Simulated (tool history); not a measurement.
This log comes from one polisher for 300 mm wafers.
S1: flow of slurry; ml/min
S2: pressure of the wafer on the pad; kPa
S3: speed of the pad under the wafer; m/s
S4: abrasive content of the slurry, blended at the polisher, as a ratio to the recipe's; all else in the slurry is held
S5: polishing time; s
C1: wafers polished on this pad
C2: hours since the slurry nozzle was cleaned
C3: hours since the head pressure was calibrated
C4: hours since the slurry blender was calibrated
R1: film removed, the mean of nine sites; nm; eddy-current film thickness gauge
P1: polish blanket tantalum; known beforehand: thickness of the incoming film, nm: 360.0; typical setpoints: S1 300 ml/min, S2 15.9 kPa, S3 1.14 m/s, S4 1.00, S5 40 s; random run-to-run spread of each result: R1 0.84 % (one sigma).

run,hour,S1,S2,S3,S4,S5,C1,C2,C3,C4,R1
1,10.4,300,15.9,1.14,1.00,40,266,308.3,952.4,351.0,80.080
2,21.4,300,15.9,1.14,1.00,28,392,319.3,963.4,362.0,55.278
3,29.6,300,19.3,1.14,1.00,30,486,327.5,971.6,370.2,72.354
# hour 37.3: slurry nozzle cleaned
4,38.1,185,15.9,1.14,1.00,40,584,0.9,980.1,378.7,75.170
5,47.9,300,15.9,1.14,1.00,40,696,10.7,989.9,388.5,79.440
6,54.8,300,15.9,1.14,0.55,40,775,17.6,996.8,395.4,64.049
7,60.0,300,6.9,1.14,1.00,40,835,22.8,1002.0,400.6,34.637
8,66.3,300,15.9,1.14,0.60,22,908,29.1,1008.3,406.9,36.660
9,74.4,300,23.4,1.14,1.00,40,1001,37.2,1016.4,415.0,117.300
10,86.0,300,15.9,1.54,1.00,40,1134,48.8,1028.0,426.6,105.720
11,91.8,300,15.9,1.14,1.25,40,1200,54.6,1033.8,432.4,83.268
12,103.1,405,15.9,1.14,1.00,40,1330,65.9,1045.1,443.7,79.591
13,114.1,300,15.9,1.14,1.00,40,1456,76.9,1056.1,454.7,80.784
14,122.1,300,15.9,1.14,1.00,40,1548,84.9,1064.1,462.7,79.445
15,127.7,300,15.9,0.78,1.00,40,1613,90.5,1069.7,468.3,54.388
16,134.4,300,15.9,1.14,1.00,62,1690,97.2,1076.4,475.0,122.300
17,146.0,300,15.9,1.14,1.00,40,1823,108.8,1088.0,486.6,80.560
18,151.9,180,15.9,1.14,1.35,40,1891,114.7,1093.9,492.5,80.796
19,161.1,300,15.9,1.14,1.00,40,1996,123.9,1103.1,501.7,79.411
20,169.8,300,15.9,1.14,1.00,40,2096,132.6,1111.8,510.4,76.012
21,176.0,300,15.9,1.14,1.00,40,2167,138.8,1118.0,516.6,74.396
22,183.0,300,15.9,1.14,1.00,40,2248,145.8,1125.0,523.6,74.551

Estimate the outcome of run 23 from the log above:
# hour 186.0: worn pad replaced by a new one
# hour 187.4: slurry nozzle cleaned
23,189.1,300,15.9,1.14,1.00,40,35,1.8,1131.1,529.7,?

{"run 23": {"R1": 73.699}}
